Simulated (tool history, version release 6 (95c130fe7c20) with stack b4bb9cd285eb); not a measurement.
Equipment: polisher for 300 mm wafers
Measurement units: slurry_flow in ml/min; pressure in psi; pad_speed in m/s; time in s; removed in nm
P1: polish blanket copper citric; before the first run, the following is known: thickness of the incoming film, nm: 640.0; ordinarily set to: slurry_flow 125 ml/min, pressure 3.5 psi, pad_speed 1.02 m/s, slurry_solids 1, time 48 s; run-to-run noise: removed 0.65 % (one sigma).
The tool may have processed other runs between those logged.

run,hour,slurry_flow,pressure,pad_speed,slurry_solids,time,wafers polished on this pad,hours since the slurry nozzle was cleaned,hours since the head pressure was calibrated,hours since the slurry blender was calibrated,removed
1,4.9,125,3.5,1.02,1,48,417,204.9,269.4,91.1,111.11
2,10.9,125,3.5,1.02,1,48,498,210.9,275.4,97.1,109.15
3,14,125,3.5,1.52,1,48,539,214,278.5,100.2,164.84
4,17.3,125,3.5,0.64,1,30,584,217.3,281.8,103.5,44.297
5,23.4,125,3.5,1.02,1,48,666,223.4,287.9,109.6,109.26
6,27.7,170,3.5,1.02,1,48,724,227.7,292.2,113.9,116.28
7,33.5,125,3.5,1.02,1,66,803,233.5,298,119.7,151.61
8,37.6,125,5.5,1.02,1,48,858,237.6,302.1,123.8,172.16
9,41.9,125,3.5,1.02,0.5,48,916,241.9,306.4,128.1,95.613
10,47.4,125,3.5,1.02,1,48,990,247.4,311.9,133.6,110.9
11,51.4,125,3.5,1.02,1,48,1044,251.4,315.9,137.6,110.01
12,56.7,125,3.5,1.02,1,28,1116,256.7,321.2,142.9,64.009
13,62,125,3.5,1.02,1,48,1187,262,326.5,148.2,109.72
14,66.7,125,3.5,0.66,1,48,1251,266.7,331.2,152.9,71.265
15,71.7,75,3.5,1.02,1,48,1318,271.7,336.2,157.9,95.905
# hour 75.4: slurry nozzle cleaned
16,76.5,125,2.3,1.02,1,48,1383,1.2,341,162.7,73.228
17,82.8,75,3.5,1.02,1,36,1468,7.5,347.3,169,72.466
18,86.7,125,3.5,1.02,1.25,48,1521,11.4,351.2,172.9,116.14
19,92.1,125,3.5,1.02,1,48,1594,16.8,356.6,178.3,109.74
20,97.1,125,3.5,1.02,1,48,1661,21.8,361.6,183.3,105.42
21,100,125,3.5,1.02,1,48,1700,24.7,364.5,186.2,102.91
22,103.3,125,3.5,1.02,1,48,1745,28,367.8,189.5,101.85
23,107.8,125,3.5,1.02,1,48,1806,32.5,372.3,194,101.79
24,110.7,125,3.5,1.02,1,48,1845,35.4,375.2,196.9,100.03
25,113.8,125,3.5,1.02,1,48,1887,38.5,378.3,200,100.47
# hour 115.2: slurry blender recalibrated
# hour 117: worn pad replaced by a new one
26,117.6,125,3.5,1.02,1,48,9,42.3,382.1,2.4,101.19
27,121.1,125,3.5,1.02,1,48,56,45.8,385.6,5.9,98.814
28,126,125,3.5,1.02,1,48,122,50.7,390.5,10.8,99.94
29,129.9,125,3.5,1.02,1,48,175,54.6,394.4,14.7,99.786

What P1 gives has crept away from where it was. These 2 causes fit the log equally well, each at the size given:
A: head's pressure below its setpoint, % = 9.8
B: slurry flow missing at the pad, % = 33.4
The process output started creeping at around hour 92.1.
The rest of the possible causes, and what rules out each one:
removal rate lost through wear of the pad, %: was serviced at hour 117, once the creep was under way, yet the earlier output never came back
abrasive missing from the slurry, %: was serviced at hour 115.2, once the creep was under way, yet the earlier output never came back

Of the 4 check runs below, each run on 5 wafers with the results averaged and each result still a question mark, which one would tell the listed causes apart?
check 1,133.8,125,4.5,1.02,1,48,,,,,?
check 2,133.8,125,3.5,1.4,1,48,,,,,?
check 3,133.8,170,3.5,1.44,1,48,,,,,?
check 4,133.8,125,3.5,1.3,1,48,,,,,?

If the cause were each of the candidates in turn, the checks would give the following:
check,result,if A,if B
check 1,removed,127.16,127.23
check 2,removed,135.59,135.69
check 3,removed,147.31,151.05
check 4,removed,126.07,126.14
How far apart the two closest causes lie, in the result that separates them most: check 1 0.06 %; check 2 0.07 %; check 3 2.51 %; check 4 0.06 %
Check 3 is the one run that separates the causes; every other check would come out nearly the same whichever cause is at work.

Here is what check 3 returned: removed 146.66 nm. Which cause is it?

It was cause A: head's pressure below its setpoint, %.
